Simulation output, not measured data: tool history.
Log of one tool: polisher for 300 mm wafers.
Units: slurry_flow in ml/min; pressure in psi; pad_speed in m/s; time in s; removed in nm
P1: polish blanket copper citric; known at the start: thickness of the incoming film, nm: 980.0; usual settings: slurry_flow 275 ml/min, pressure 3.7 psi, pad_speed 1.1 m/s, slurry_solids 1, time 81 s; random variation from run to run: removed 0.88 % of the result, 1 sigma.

{"run": 1, "hour": 7.4, "slurry_flow": 275, "pressure": 3.7, "pad_speed": 1.1, "slurry_solids": 1, "time": 81, "removed": 216.9}
{"run": 2, "hour": 19.9, "slurry_flow": 410, "pressure": 3.7, "pad_speed": 1.1, "slurry_solids": 1, "time": 59, "removed": 162.44}
{"run": 3, "hour": 26.4, "slurry_flow": 275, "pressure": 3.7, "pad_speed": 1.1, "slurry_solids": 0.65, "time": 81, "removed": 196.35}
{"hour": 34.0, "done": "head pressure recalibrated"}
{"run": 4, "hour": 39.6, "slurry_flow": 275, "pressure": 3.7, "pad_speed": 1.1, "slurry_solids": 1, "time": 81, "removed": 217.11}
{"run": 5, "hour": 47.9, "slurry_flow": 275, "pressure": 3.7, "pad_speed": 1.54, "slurry_solids": 1.3, "time": 81, "removed": 317.45}
{"run": 6, "hour": 59.2, "slurry_flow": 275, "pressure": 3.7, "pad_speed": 1.1, "slurry_solids": 1, "time": 111, "removed": 298.09}
{"run": 7, "hour": 72.6, "slurry_flow": 360, "pressure": 2.6, "pad_speed": 1.1, "slurry_solids": 1, "time": 81, "removed": 155.31}
{"run": 8, "hour": 79.7, "slurry_flow": 275, "pressure": 3.7, "pad_speed": 1.1, "slurry_solids": 1.5, "time": 81, "removed": 234.21}
{"run": 9, "hour": 92.0, "slurry_flow": 275, "pressure": 3.7, "pad_speed": 0.56, "slurry_solids": 1, "time": 81, "removed": 111.36}
{"run": 10, "hour": 101.1, "slurry_flow": 275, "pressure": 5.8, "pad_speed": 1.1, "slurry_solids": 1, "time": 81, "removed": 332.19}
{"run": 11, "hour": 108.2, "slurry_flow": 275, "pressure": 3.7, "pad_speed": 1.72, "slurry_solids": 1, "time": 81, "removed": 331.52}
{"run": 12, "hour": 115.1, "slurry_flow": 275, "pressure": 3.7, "pad_speed": 1.1, "slurry_solids": 1, "time": 51, "removed": 133.04}
{"run": 13, "hour": 127.3, "slurry_flow": 275, "pressure": 3.7, "pad_speed": 1.1, "slurry_solids": 1, "time": 81, "removed": 213.18}
{"run": 14, "hour": 139.3, "slurry_flow": 165, "pressure": 3.7, "pad_speed": 1.1, "slurry_solids": 1, "time": 81, "removed": 200.17}
{"run": 15, "hour": 152.2, "slurry_flow": 350, "pressure": 3.7, "pad_speed": 1.1, "slurry_solids": 1, "time": 81, "removed": 216.54}
{"hour": 154.3, "done": "slurry blender recalibrated"}
{"run": 16, "hour": 162.8, "slurry_flow": 275, "pressure": 1.7, "pad_speed": 1.1, "slurry_solids": 1, "time": 81, "removed": 99.801}
{"run": 17, "hour": 172.3, "slurry_flow": 275, "pressure": 3.7, "pad_speed": 1.1, "slurry_solids": 1, "time": 81, "removed": 215.86}
{"run": 18, "hour": 184.7, "slurry_flow": 275, "pressure": 3.7, "pad_speed": 1.1, "slurry_solids": 1, "time": 81, "removed": 212.46}
{"run": 19, "hour": 193.9, "slurry_flow": 275, "pressure": 3.7, "pad_speed": 1.1, "slurry_solids": 1, "time": 81, "removed": 214.7}
{"run": 20, "hour": 203.7, "slurry_flow": 275, "pressure": 3.7, "pad_speed": 1.1, "slurry_solids": 1, "time": 81, "removed": 212.06}
{"run": 21, "hour": 212.3, "slurry_flow": 275, "pressure": 3.7, "pad_speed": 1.1, "slurry_solids": 1, "time": 81, "removed": 207.91}
{"run": 22, "hour": 222.8, "slurry_flow": 275, "pressure": 3.7, "pad_speed": 1.1, "slurry_solids": 1, "time": 81, "removed": 211.54}
{"hour": 223.7, "done": "head pressure recalibrated"}
{"hour": 225.0, "done": "slurry blender recalibrated"}
{"run": 23, "hour": 232.7, "slurry_flow": 275, "pressure": 3.7, "pad_speed": 1.1, "slurry_solids": 1, "time": 81, "removed": 206.2}
{"run": 24, "hour": 240.3, "slurry_flow": 275, "pressure": 3.7, "pad_speed": 1.1, "slurry_solids": 1, "time": 81, "removed": 206.44}
{"run": 25, "hour": 248.0, "slurry_flow": 275, "pressure": 3.7, "pad_speed": 1.1, "slurry_solids": 1, "time": 81, "removed": 208.21}
{"run": 26, "hour": 256.9, "slurry_flow": 275, "pressure": 3.7, "pad_speed": 1.1, "slurry_solids": 1, "time": 81, "removed": 206.41}
{"run": 27, "hour": 270.1, "slurry_flow": 275, "pressure": 3.7, "pad_speed": 1.1, "slurry_solids": 1, "time": 81, "removed": 204.95}
{"run": 28, "hour": 279.8, "slurry_flow": 275, "pressure": 3.7, "pad_speed": 1.1, "slurry_solids": 1, "time": 81, "removed": 206.48}
{"run": 29, "hour": 293.2, "slurry_flow": 275, "pressure": 3.7, "pad_speed": 1.1, "slurry_solids": 1, "time": 81, "removed": 204.08}

What P1 gives has crept away from where it was. These 2 causes fit the log equally well, each at the size given:
A: removal rate lost through wear of the pad, % = 4.84
B: slurry flow missing at the pad, % = 33.7
The creep began at about hour 184.7.
Why every other cause is out:
head's pressure below its setpoint, %: serviced at hour 223.7, which brought nothing back
abrasive missing from the slurry, %: serviced at hour 225, which brought nothing back

4 check runs are offered, each on 5 wafers whose results are averaged, their results left as question marks. Which one tells the causes apart?
{"run": "check 1", "hour": 306.6, "slurry_flow": 275, "pressure": 4.7, "pad_speed": 1.1, "slurry_solids": 1.25, "time": 81, "removed": "?"}
{"run": "check 2", "hour": 306.6, "slurry_flow": 165, "pressure": 3.7, "pad_speed": 1.1, "slurry_solids": 1.3, "time": 81, "removed": "?"}
{"run": "check 3", "hour": 306.6, "slurry_flow": 275, "pressure": 4.6, "pad_speed": 1.1, "slurry_solids": 0.75, "time": 81, "removed": "?"}
{"run": "check 4", "hour": 306.6, "slurry_flow": 275, "pressure": 1.7, "pad_speed": 1.1, "slurry_solids": 1.35, "time": 81, "removed": "?"}

What each check would give under each cause:
check=check_1 result=removed if_A=271.96 if_B=271.98
check=check_2 result=removed if_A=203.19 if_B=197.17
check=check_3 result=removed if_A=238.76 if_B=238.77
check=check_4 result=removed if_A=102.55 if_B=102.55
How far apart the two closest causes lie, in the result that separates them most: check 1 0.01 %; check 2 3.01 %; check 3 0.01 %; check 4 0.01 %
Check 2 tells the causes apart: in the others they would give nearly the same result.

Then check 2 was run and gave: removed 198.7 nm. Which cause is it?

It is B: slurry flow missing at the pad, %.

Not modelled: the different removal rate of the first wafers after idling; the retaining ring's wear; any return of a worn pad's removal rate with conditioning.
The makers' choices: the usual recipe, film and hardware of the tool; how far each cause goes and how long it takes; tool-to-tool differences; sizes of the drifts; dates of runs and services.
